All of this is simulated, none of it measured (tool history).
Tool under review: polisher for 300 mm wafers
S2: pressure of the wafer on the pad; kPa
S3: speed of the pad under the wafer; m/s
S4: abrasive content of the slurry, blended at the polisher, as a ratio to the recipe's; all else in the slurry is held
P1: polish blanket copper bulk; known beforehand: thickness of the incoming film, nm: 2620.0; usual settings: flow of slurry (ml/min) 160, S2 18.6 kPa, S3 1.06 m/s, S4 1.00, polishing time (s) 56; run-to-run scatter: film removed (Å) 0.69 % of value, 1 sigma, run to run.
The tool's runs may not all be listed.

{"run": 1, "hour": 7.8, "flow of slurry (ml/min)": 160, "S2": 18.6, "S3": 1.06, "S4": 1.0, "polishing time (s)": 56, "film removed (Å)": 5753.0}
{"run": 2, "hour": 16.0, "flow of slurry (ml/min)": 240, "S2": 18.6, "S3": 1.06, "S4": 1.0, "polishing time (s)": 56, "film removed (Å)": 6052.3}
{"run": 3, "hour": 23.7, "flow of slurry (ml/min)": 100, "S2": 18.6, "S3": 1.06, "S4": 1.0, "polishing time (s)": 78, "film removed (Å)": 7336.2}
{"run": 4, "hour": 35.4, "flow of slurry (ml/min)": 160, "S2": 18.6, "S3": 1.06, "S4": 1.0, "polishing time (s)": 56, "film removed (Å)": 5791.2}
{"run": 5, "hour": 43.8, "flow of slurry (ml/min)": 160, "S2": 18.6, "S3": 1.06, "S4": 1.0, "polishing time (s)": 56, "film removed (Å)": 5662.7}
{"run": 6, "hour": 58.6, "flow of slurry (ml/min)": 160, "S2": 10.3, "S3": 1.06, "S4": 1.0, "polishing time (s)": 56, "film removed (Å)": 3184.4}
{"run": 7, "hour": 67.0, "flow of slurry (ml/min)": 160, "S2": 18.6, "S3": 1.06, "S4": 1.45, "polishing time (s)": 56, "film removed (Å)": 6209.9}
{"run": 8, "hour": 83.8, "flow of slurry (ml/min)": 160, "S2": 27.6, "S3": 1.06, "S4": 1.0, "polishing time (s)": 56, "film removed (Å)": 8432.2}
{"run": 9, "hour": 97.2, "flow of slurry (ml/min)": 95, "S2": 18.6, "S3": 1.06, "S4": 1.0, "polishing time (s)": 56, "film removed (Å)": 5222.7}
{"run": 10, "hour": 113.0, "flow of slurry (ml/min)": 160, "S2": 18.6, "S3": 1.06, "S4": 1.0, "polishing time (s)": 89, "film removed (Å)": 9137.2}
{"run": 11, "hour": 122.5, "flow of slurry (ml/min)": 160, "S2": 18.6, "S3": 1.06, "S4": 1.0, "polishing time (s)": 27, "film removed (Å)": 2748.5}
{"run": 12, "hour": 132.6, "flow of slurry (ml/min)": 160, "S2": 18.6, "S3": 1.06, "S4": 1.0, "polishing time (s)": 56, "film removed (Å)": 5689.6}
{"hour": 144.2, "done": "slurry nozzle cleaned"}
{"run": 13, "hour": 145.8, "flow of slurry (ml/min)": 160, "S2": 18.6, "S3": 1.06, "S4": 1.0, "polishing time (s)": 56, "film removed (Å)": 5743.8}
{"run": 14, "hour": 161.1, "flow of slurry (ml/min)": 160, "S2": 18.6, "S3": 1.06, "S4": 1.0, "polishing time (s)": 56, "film removed (Å)": 5742.5}
{"run": 15, "hour": 171.5, "flow of slurry (ml/min)": 95, "S2": 24.1, "S3": 1.06, "S4": 1.0, "polishing time (s)": 56, "film removed (Å)": 6661.1}
{"run": 16, "hour": 179.0, "flow of slurry (ml/min)": 160, "S2": 18.6, "S3": 1.06, "S4": 0.5, "polishing time (s)": 56, "film removed (Å)": 4971.0}
{"run": 17, "hour": 193.2, "flow of slurry (ml/min)": 160, "S2": 18.6, "S3": 0.48, "S4": 1.0, "polishing time (s)": 56, "film removed (Å)": 2594.5}
{"run": 18, "hour": 207.1, "flow of slurry (ml/min)": 160, "S2": 23.4, "S3": 1.06, "S4": 0.8, "polishing time (s)": 56, "film removed (Å)": 6912.2}
{"run": 19, "hour": 220.2, "flow of slurry (ml/min)": 160, "S2": 18.6, "S3": 1.06, "S4": 1.0, "polishing time (s)": 56, "film removed (Å)": 5792.9}
{"run": 20, "hour": 232.3, "flow of slurry (ml/min)": 160, "S2": 18.6, "S3": 1.52, "S4": 1.0, "polishing time (s)": 56, "film removed (Å)": 8210.6}
{"run": 21, "hour": 248.9, "flow of slurry (ml/min)": 160, "S2": 18.6, "S3": 1.06, "S4": 1.0, "polishing time (s)": 56, "film removed (Å)": 5736.0}
{"run": 22, "hour": 265.3, "flow of slurry (ml/min)": 160, "S2": 18.6, "S3": 1.06, "S4": 1.0, "polishing time (s)": 56, "film removed (Å)": 5563.4}
{"run": 23, "hour": 276.9, "flow of slurry (ml/min)": 160, "S2": 18.6, "S3": 1.06, "S4": 1.0, "polishing time (s)": 56, "film removed (Å)": 5601.7}
{"run": 24, "hour": 292.9, "flow of slurry (ml/min)": 160, "S2": 18.6, "S3": 1.06, "S4": 1.0, "polishing time (s)": 56, "film removed (Å)": 5467.5}
{"run": 25, "hour": 309.1, "flow of slurry (ml/min)": 160, "S2": 18.6, "S3": 1.06, "S4": 1.0, "polishing time (s)": 56, "film removed (Å)": 5467.0}
{"hour": 317.9, "done": "slurry blender recalibrated"}
{"run": 26, "hour": 318.4, "flow of slurry (ml/min)": 160, "S2": 18.6, "S3": 1.06, "S4": 1.0, "polishing time (s)": 56, "film removed (Å)": 5417.9}
{"run": 27, "hour": 331.6, "flow of slurry (ml/min)": 160, "S2": 18.6, "S3": 1.06, "S4": 1.0, "polishing time (s)": 56, "film removed (Å)": 5411.5}
{"run": 28, "hour": 348.0, "flow of slurry (ml/min)": 160, "S2": 18.6, "S3": 1.06, "S4": 1.0, "polishing time (s)": 56, "film removed (Å)": 5439.1}
{"hour": 350.9, "done": "head pressure recalibrated"}
{"run": 29, "hour": 364.4, "flow of slurry (ml/min)": 160, "S2": 18.6, "S3": 1.06, "S4": 1.0, "polishing time (s)": 56, "film removed (Å)": 5386.4}
{"run": 30, "hour": 377.7, "flow of slurry (ml/min)": 160, "S2": 18.6, "S3": 1.06, "S4": 1.0, "polishing time (s)": 56, "film removed (Å)": 5381.4}
{"run": 31, "hour": 390.4, "flow of slurry (ml/min)": 160, "S2": 18.6, "S3": 1.06, "S4": 1.0, "polishing time (s)": 56, "film removed (Å)": 5387.8}
{"run": 32, "hour": 397.9, "flow of slurry (ml/min)": 160, "S2": 18.6, "S3": 1.06, "S4": 1.0, "polishing time (s)": 56, "film removed (Å)": 5388.0}

Something has made what P1 gives creep away from where it was; the 2 causes below, each at its own stated size, fit the log equally well:
A: removal rate lost through wear of the pad, % = 5.69
B: slurry flow missing at the pad, % = 26.8
Onset of the creep was near hour 248.9.
Excluded causes, each with its reason:
head's pressure below its setpoint, %: was serviced at hour 350.9, once the creep was under way, yet the earlier output never came back
abrasive missing from the slurry, %: was serviced at hour 317.9, once the creep was under way, yet the earlier output never came back

The list below offers 4 check runs, each averaging the results of 2 wafers, and shows each result as a question mark. For which of them would the listed causes give clearly different results?
{"run": "check 1", "hour": 405.4, "flow of slurry (ml/min)": 95, "S2": 26.9, "S3": 1.06, "S4": 1.0, "polishing time (s)": 56, "film removed (Å)": "?"}
{"run": "check 2", "hour": 405.4, "flow of slurry (ml/min)": 160, "S2": 18.6, "S3": 0.6, "S4": 1.0, "polishing time (s)": 87, "film removed (Å)": "?"}
{"run": "check 3", "hour": 405.4, "flow of slurry (ml/min)": 160, "S2": 18.6, "S3": 0.7, "S4": 1.0, "polishing time (s)": 56, "film removed (Å)": "?"}
{"run": "check 4", "hour": 405.4, "flow of slurry (ml/min)": 160, "S2": 18.6, "S3": 1.06, "S4": 0.6, "polishing time (s)": 85, "film removed (Å)": "?"}

Outcome of each check run for each possible cause:
check=check_1 result=film_removed_(Å) if_A=6996.6 if_B=6758.9
check=check_2 result=film_removed_(Å) if_A=4747.1 if_B=4746.8
check=check_3 result=film_removed_(Å) if_A=3564.9 if_B=3564.6
check=check_4 result=film_removed_(Å) if_A=7369.1 if_B=7368.6
Per-check spread between the two closest causes, in the result where they differ most: check 1 3.46 %; check 2 0.01 %; check 3 0.01 %; check 4 0.01 %
Check 1 distinguishes between the causes, while the remaining checks would return nearly the same result for all of them.

Check 1 has now been run. It gave: film removed (Å) 7049.5. Which of the candidate causes is it?

It is A: removal rate lost through wear of the pad, %.
